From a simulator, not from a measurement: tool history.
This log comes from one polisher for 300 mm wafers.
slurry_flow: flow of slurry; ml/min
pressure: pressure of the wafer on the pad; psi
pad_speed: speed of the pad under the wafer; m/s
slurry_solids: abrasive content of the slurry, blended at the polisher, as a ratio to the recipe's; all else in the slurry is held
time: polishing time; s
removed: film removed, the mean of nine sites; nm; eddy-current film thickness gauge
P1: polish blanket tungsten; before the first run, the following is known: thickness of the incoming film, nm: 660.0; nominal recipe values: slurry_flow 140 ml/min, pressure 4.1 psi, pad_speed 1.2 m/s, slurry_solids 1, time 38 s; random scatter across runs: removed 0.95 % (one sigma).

run	hour	slurry_flow	pressure	pad_speed	slurry_solids	time	wafers polished on this pad	hours since the slurry nozzle was cleaned	hours since the head pressure was calibrated	hours since the slurry blender was calibrated	hours since the slurry got fresh peroxide	removed
1	11.9	140	4.1	1.2	1	38	745	208.8	59.3	132.5	26.4	185.86
2	20.3	140	4.1	1.2	1	38	849	217.2	67.7	140.9	34.8	186.27
3	29.4	140	4.1	1.2	1	38	962	226.3	76.8	150	43.9	184.22
4	40.7	140	5.3	1.84	1	38	1103	237.6	88.1	161.3	55.2	362.44
5	49	140	2.4	1.2	1	38	1206	245.9	96.4	169.6	63.5	107.93
6	58.2	220	4.1	1.2	1	38	1321	255.1	105.6	178.8	72.7	197.06
7	68.5	140	4.1	1.88	1	38	1449	265.4	115.9	189.1	83	288.89
8	77.2	140	4.1	1.2	0.5	38	1557	274.1	124.6	197.8	91.7	157.16
9	85.6	140	4.1	1.2	1	38	1662	282.5	133	206.2	100.1	179
10	91.4	140	4.1	1.2	1	38	1734	288.3	138.8	212	105.9	186.32
11	97.8	140	5.5	1.2	1	38	1813	294.7	145.2	218.4	112.3	249.15
12	104.3	140	4.1	1.2	1.5	38	1894	301.2	151.7	224.9	118.8	205.61
13	113	140	4.1	1.2	1	17	2002	309.9	160.4	233.6	127.5	81.493
14	124.2	85	4.1	1.2	1	38	2142	321.1	171.6	244.8	138.7	163.24
15	131.2	140	4.1	1.2	1	58	2229	328.1	178.6	251.8	145.7	285.19
16	140.9	140	4.1	0.6	1	38	2349	337.8	188.3	261.5	155.4	93.413
17	151.1	140	4.1	1.2	1	38	2476	348	198.5	271.7	165.6	185.59
18	158.3	140	4.1	1.2	1	38	2566	355.2	205.7	278.9	172.8	186.85
19	164.5	140	4.1	1.2	1	38	2643	361.4	211.9	285.1	179	182.46
20	173.3	140	4.1	1.2	1	38	2753	370.2	220.7	293.9	187.8	171.09
21	180	140	4.1	1.2	1	38	2836	376.9	227.4	300.6	194.5	169.49
# hour 183.8: slurry blender recalibrated
22	186.6	140	4.1	1.2	1	38	2918	383.5	234	2.8	201.1	168.74
# hour 186.8: worn pad replaced by a new one
23	194.7	140	4.1	1.2	1	38	98	391.6	242.1	10.9	209.2	163.81
# hour 199.2: slurry tank refilled with fresh slurry and peroxide
24	205.6	140	4.1	1.2	1	38	234	402.5	253	21.8	6.4	165.75
25	214.4	140	4.1	1.2	1	38	343	411.3	261.8	30.6	15.2	163.25

The log shows P1 creeping away from where it was. Any of the 2 causes listed here, at the size stated for it, fits the log just as well as the others:
A: slurry flow missing at the pad, % = 39.4
B: head's pressure below its setpoint, % = 11
The onset of the drift is placed at about hour 164.5.
Ruled out, with reasons:
removal rate lost through wear of the pad, %: work on it at hour 186.8, done after the drift set in, did not restore what the process gave before
abrasive missing from the slurry, %: work on it at hour 183.8, done after the drift set in, did not restore what the process gave before
peroxide lost from the slurry, %: work on it at hour 199.2, done after the drift set in, did not restore what the process gave before

The list below offers 4 check runs, each averaging the results of 5 wafers, and shows each result as a question mark. For which of them would the listed causes give clearly different results?
check 1	223.2	140	4.1	1.2	1.35	58						?
check 2	223.2	215	4.1	1.2	1.25	38						?
check 3	223.2	140	4.1	1.84	1.45	38						?
check 4	223.2	140	4.1	0.66	1	21						?

Predicted outcomes, by check and by cause:
check	result	if A	if B
check 1	removed	268.43	268.52
check 2	removed	191.37	184.34
check 3	removed	274.41	274.5
check 4	removed	49.742	49.758
How far apart the two closest causes lie, in the result that separates them most: check 1 0.03 %; check 2 3.74 %; check 3 0.03 %; check 4 0.03 %
Check 2 distinguishes between the causes, while the remaining checks would return nearly the same result for all of them.

Then check 2 was run and gave: removed 183.38 nm. Which cause is it?

Of the candidate causes, it is B: head's pressure below its setpoint, %.

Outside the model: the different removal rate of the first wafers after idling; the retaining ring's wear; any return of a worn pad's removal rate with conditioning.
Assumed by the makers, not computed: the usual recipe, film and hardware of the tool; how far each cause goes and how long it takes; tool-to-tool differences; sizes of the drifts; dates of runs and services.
